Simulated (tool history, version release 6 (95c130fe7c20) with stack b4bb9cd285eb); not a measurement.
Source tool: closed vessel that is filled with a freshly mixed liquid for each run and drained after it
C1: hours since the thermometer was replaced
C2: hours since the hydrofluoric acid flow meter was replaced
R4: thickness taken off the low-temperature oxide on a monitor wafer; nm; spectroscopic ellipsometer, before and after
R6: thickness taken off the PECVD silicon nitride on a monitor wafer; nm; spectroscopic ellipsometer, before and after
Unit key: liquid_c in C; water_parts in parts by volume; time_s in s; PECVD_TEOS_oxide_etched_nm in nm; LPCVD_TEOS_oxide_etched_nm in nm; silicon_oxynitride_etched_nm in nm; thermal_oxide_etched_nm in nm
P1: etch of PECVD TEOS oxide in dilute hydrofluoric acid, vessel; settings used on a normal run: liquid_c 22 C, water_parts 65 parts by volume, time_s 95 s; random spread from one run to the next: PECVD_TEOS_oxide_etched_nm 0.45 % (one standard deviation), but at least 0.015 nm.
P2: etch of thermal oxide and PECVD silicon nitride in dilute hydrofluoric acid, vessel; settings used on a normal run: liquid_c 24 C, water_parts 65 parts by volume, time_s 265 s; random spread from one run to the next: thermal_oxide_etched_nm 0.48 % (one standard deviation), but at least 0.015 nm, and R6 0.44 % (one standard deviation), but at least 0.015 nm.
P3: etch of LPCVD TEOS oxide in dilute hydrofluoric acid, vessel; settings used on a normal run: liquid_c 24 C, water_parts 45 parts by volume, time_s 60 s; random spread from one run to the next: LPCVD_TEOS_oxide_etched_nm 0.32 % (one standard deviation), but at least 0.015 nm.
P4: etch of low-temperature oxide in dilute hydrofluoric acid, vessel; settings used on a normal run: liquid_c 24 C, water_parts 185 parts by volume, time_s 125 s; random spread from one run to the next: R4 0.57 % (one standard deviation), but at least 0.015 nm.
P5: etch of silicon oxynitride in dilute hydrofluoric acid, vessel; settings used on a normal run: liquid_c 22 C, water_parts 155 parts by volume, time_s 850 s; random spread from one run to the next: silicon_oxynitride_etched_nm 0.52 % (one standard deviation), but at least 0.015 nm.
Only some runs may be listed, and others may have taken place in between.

{"run": 1, "day": 0.454, "process": "P1", "liquid_c": 22, "water_parts": 65, "time_s": 95, "C1": 337.1, "C2": 177.6, "PECVD_TEOS_oxide_etched_nm": 21.918}
{"run": 2, "day": 0.688, "process": "P3", "liquid_c": 32.5, "water_parts": 45, "time_s": 60, "C1": 342.7, "C2": 183.2, "LPCVD_TEOS_oxide_etched_nm": 35.615}
{"run": 3, "day": 1.142, "process": "P5", "liquid_c": 28, "water_parts": 155, "time_s": 850, "C1": 353.6, "C2": 194.1, "silicon_oxynitride_etched_nm": 10.682}
{"run": 4, "day": 1.512, "process": "P4", "liquid_c": 24, "water_parts": 185, "time_s": 125, "C1": 362.5, "C2": 203, "R4": 9.4754}
{"run": 5, "day": 1.817, "process": "P2", "liquid_c": 17, "water_parts": 65, "time_s": 265, "C1": 369.8, "C2": 210.3, "thermal_oxide_etched_nm": 14.989, "R6": 4.4468}
{"run": 6, "day": 2.112, "process": "P3", "liquid_c": 24, "water_parts": 20, "time_s": 60, "C1": 376.9, "C2": 217.4, "LPCVD_TEOS_oxide_etched_nm": 58.924}
{"run": 7, "day": 2.575, "process": "P2", "liquid_c": 24, "water_parts": 65, "time_s": 265, "C1": 388, "C2": 228.5, "thermal_oxide_etched_nm": 19.909, "R6": 7.2709}
{"run": 8, "day": 2.946, "process": "P4", "liquid_c": 24, "water_parts": 250, "time_s": 125, "C1": 396.9, "C2": 237.4, "R4": 6.4967}
{"run": 9, "day": 3.246, "process": "P1", "liquid_c": 26.5, "water_parts": 65, "time_s": 30, "C1": 404.1, "C2": 244.6, "PECVD_TEOS_oxide_etched_nm": 8.3961}
{"run": 10, "day": 3.608, "process": "P1", "liquid_c": 22, "water_parts": 95, "time_s": 95, "C1": 412.8, "C2": 253.3, "PECVD_TEOS_oxide_etched_nm": 14.553}
{"run": 11, "day": 3.871, "process": "P3", "liquid_c": 24, "water_parts": 45, "time_s": 60, "C1": 419.1, "C2": 259.6, "LPCVD_TEOS_oxide_etched_nm": 25.424}
{"run": 12, "day": 4.217, "process": "P4", "liquid_c": 17, "water_parts": 185, "time_s": 125, "C1": 427.4, "C2": 267.9, "R4": 7.228}
{"run": 13, "day": 4.6, "process": "P1", "liquid_c": 22, "water_parts": 65, "time_s": 95, "C1": 436.6, "C2": 277.1, "PECVD_TEOS_oxide_etched_nm": 21.952}
{"run": 14, "day": 5.021, "process": "P1", "liquid_c": 22, "water_parts": 65, "time_s": 165, "C1": 446.7, "C2": 287.2, "PECVD_TEOS_oxide_etched_nm": 38.279}
{"day": 5.188, "done": "hydrofluoric acid flow meter replaced"}
{"run": 15, "day": 5.471, "process": "P1", "liquid_c": 30.5, "water_parts": 65, "time_s": 95, "C1": 457.5, "C2": 6.8, "PECVD_TEOS_oxide_etched_nm": 31.104}
{"run": 16, "day": 5.908, "process": "P1", "liquid_c": 22, "water_parts": 65, "time_s": 95, "C1": 468, "C2": 17.3, "PECVD_TEOS_oxide_etched_nm": 21.933}
{"run": 17, "day": 6.196, "process": "P5", "liquid_c": 22, "water_parts": 60, "time_s": 850, "C1": 474.9, "C2": 24.2, "silicon_oxynitride_etched_nm": 22.761}
{"run": 18, "day": 6.45, "process": "P4", "liquid_c": 24, "water_parts": 185, "time_s": 220, "C1": 481, "C2": 30.3, "R4": 16.634}
{"run": 19, "day": 6.833, "process": "P1", "liquid_c": 22, "water_parts": 30, "time_s": 95, "C1": 490.2, "C2": 39.5, "PECVD_TEOS_oxide_etched_nm": 50.399}
{"run": 20, "day": 7.192, "process": "P5", "liquid_c": 22, "water_parts": 155, "time_s": 850, "C1": 498.8, "C2": 48.1, "silicon_oxynitride_etched_nm": 8.2643}

What does the tool deliver on the next run?
{"run": 21, "day": 7.458, "process": "P2", "liquid_c": 24, "water_parts": 105, "time_s": 265, "C1": 505.2, "C2": 54.5, "thermal_oxide_etched_nm": "?", "R6": "?"}

Run 21 produced thermal_oxide_etched_nm 11.73 nm, R6 4.5303 nm.
